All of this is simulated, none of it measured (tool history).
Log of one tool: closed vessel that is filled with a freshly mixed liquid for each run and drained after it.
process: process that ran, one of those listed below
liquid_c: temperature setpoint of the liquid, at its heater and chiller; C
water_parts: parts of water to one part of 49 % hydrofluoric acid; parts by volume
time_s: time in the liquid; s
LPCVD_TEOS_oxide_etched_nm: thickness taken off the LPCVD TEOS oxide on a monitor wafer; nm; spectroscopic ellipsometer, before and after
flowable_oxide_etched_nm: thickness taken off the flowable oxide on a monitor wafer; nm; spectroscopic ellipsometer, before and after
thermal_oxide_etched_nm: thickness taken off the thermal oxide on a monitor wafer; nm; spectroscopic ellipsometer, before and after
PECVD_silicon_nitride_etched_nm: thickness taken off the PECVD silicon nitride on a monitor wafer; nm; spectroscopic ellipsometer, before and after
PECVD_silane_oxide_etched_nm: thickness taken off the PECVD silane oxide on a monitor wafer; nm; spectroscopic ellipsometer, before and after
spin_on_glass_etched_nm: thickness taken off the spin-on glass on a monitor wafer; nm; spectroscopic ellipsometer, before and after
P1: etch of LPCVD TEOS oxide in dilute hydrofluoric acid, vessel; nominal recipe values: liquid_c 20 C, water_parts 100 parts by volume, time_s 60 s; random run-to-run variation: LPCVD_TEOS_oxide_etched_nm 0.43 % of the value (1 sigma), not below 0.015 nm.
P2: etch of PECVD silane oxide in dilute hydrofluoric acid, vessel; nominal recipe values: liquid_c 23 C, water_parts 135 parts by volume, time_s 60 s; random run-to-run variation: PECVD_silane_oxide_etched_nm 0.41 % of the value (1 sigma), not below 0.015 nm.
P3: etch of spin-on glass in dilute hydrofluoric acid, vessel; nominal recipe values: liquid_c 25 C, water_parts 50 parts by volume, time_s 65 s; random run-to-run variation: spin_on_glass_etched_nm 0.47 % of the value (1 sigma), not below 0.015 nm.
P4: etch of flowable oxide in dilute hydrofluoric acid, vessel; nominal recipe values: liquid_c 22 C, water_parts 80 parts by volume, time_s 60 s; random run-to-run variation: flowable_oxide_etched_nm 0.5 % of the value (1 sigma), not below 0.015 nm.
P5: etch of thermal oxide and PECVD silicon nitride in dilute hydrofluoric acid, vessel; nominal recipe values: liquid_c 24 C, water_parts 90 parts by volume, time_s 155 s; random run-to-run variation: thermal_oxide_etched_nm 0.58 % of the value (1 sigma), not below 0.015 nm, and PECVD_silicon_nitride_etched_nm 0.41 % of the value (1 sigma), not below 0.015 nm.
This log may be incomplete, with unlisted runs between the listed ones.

run	hour	process	liquid_c	water_parts	time_s	hours since the thermometer was replaced	hours since the hydrofluoric acid flow meter was replaced	LPCVD_TEOS_oxide_etched_nm	flowable_oxide_etched_nm	thermal_oxide_etched_nm	PECVD_silicon_nitride_etched_nm	PECVD_silane_oxide_etched_nm	spin_on_glass_etched_nm
1	13.7	P1	20	100	60	1791.3	65.6	15.992					
2	27.6	P1	20	100	60	1805.2	79.5	15.982					
3	40.2	P4	17	80	60	1817.8	92.1		31.792				
4	51.4	P5	32.5	90	155	1829	103.3			12.257	9.8287		
5	65	P2	23	135	30	1842.6	116.9					3.1899	
6	74.4	P2	17	135	60	1852	126.3					4.9488	
7	89.4	P4	22	80	60	1867	141.3		39.186				
8	101.8	P1	20	45	60	1879.4	153.7	38.017					
9	114.7	P2	23	35	60	1892.3	166.6					27.348	
10	125.1	P1	20	100	60	1902.7	177	15.996					
11	141.1	P1	20	100	60	1918.7	193	15.971					
12	149	P5	24	90	155	1926.6	200.9			8.8088	5.7428		
13	159.8	P3	25	50	35	1937.4	211.7						18.921
14	171.5	P1	20	100	60	1949.1	223.4	16.034					
15	185.6	P4	22	20	60	1963.2	237.5		169				
16	195.4	P3	25	90	65	1973	247.3						18.51
17	210.7	P1	20	100	35	1988.3	262.6	9.3465					
18	224.1	P1	20	100	60	2001.7	276	16.068					
19	231.9	P1	20	100	60	2009.5	283.8	16.005					
20	243.3	P1	17	100	60	2020.9	295.2	14.106					
21	253.5	P3	20.5	50	65	2031.1	305.4						29.085
22	266.1	P3	25	50	65	2043.7	318						35.003
23	281.2	P5	24	90	155	2058.8	333.1			8.822	5.7516		
24	288.7	P1	24	100	60	2066.3	340.6	18.803					
25	304.4	P3	25	50	65	2082	356.3						34.983
26	314.7	P5	24	90	40	2092.3	366.6			2.3315	1.489		
27	324.2	P2	23	135	60	2101.8	376.1					6.3597	
28	334.7	P5	24	50	155	2112.3	386.6			16.77	10.228		
29	347.6	P1	20	145	60	2125.2	399.5	10.576					
30	361.1	P1	20	55	30	2138.7	413	15.247					
31	372.9	P1	20	155	30	2150.5	424.8	4.8398					
32	382.7	P1	20	100	95	2160.3	434.6	25.196					
33	395.2	P1	25	100	85	2172.8	447.1	27.818					
34	406.4	P4	22	80	30	2184	458.3		19.509				
35	420.9	P1	20	100	60	2198.5	472.8	16.068					
36	435.6	P1	20	100	60	2213.2	487.5	16.515					
37	448.8	P1	20	100	60	2226.4	500.7	16.882					
38	462.4	P1	20	100	60	2240	514.3	17.151					
39	474.3	P1	20	100	60	2251.9	526.2	17.292					
40	487.2	P1	20	100	60	2264.8	539.1	17.387					
41	499.1	P1	20	100	60	2276.7	551	17.403					
42	512.3	P1	20	100	60	2289.9	564.2	17.613					
43	527.8	P1	20	100	60	2305.4	579.7	17.688					
44	537.4	P1	20	100	60	2315	589.3	17.531					
45	546.9	P1	20	100	60	2324.5	598.8	17.683					

What P1 gives has crept off from where it sat before. The 2 causes that follow fit the log equally well, each at the size noted:
A: liquid hotter than its thermometer reads (K) = 2.3
B: hydrofluoric acid flow above the setpoint (%) = 8.77
The creep began at about hour 420.9.

Listed below are the offered check runs, one wafer per run, with question marks in place of results. For which of them would the causes give clearly different outcomes?
check 1	556.4	P3	25	50	65								?
check 2	556.4	P2	23	135	60							?	
check 3	556.4	P5	24	90	155					?	?		
check 4	556.4	P4	22	80	60				?				

Expected result of each check under each candidate cause:
check	result	if A	if B
check 1	spin_on_glass_etched_nm	38.455	38.32
check 2	PECVD_silane_oxide_etched_nm	6.8787	6.9325
check 3	thermal_oxide_etched_nm	9.6917	9.7145
check 3	PECVD_silicon_nitride_etched_nm	6.6983	6.2584
check 4	flowable_oxide_etched_nm	43.175	43.12
Minimum pairwise separation of causes per check, each pair taken at its best-separating result: check 1 0.35 %; check 2 0.78 %; check 3 6.79 %; check 4 0.13 %
Check 3 is the one run that separates the causes; every other check would come out nearly the same whichever cause is at work.

Check 3 was carried out, with these results: thermal_oxide_etched_nm 9.7533 nm; PECVD_silicon_nitride_etched_nm 6.2527 nm. Which of the listed causes is responsible?

Of the candidate causes, it is B: hydrofluoric acid flow above the setpoint (%).
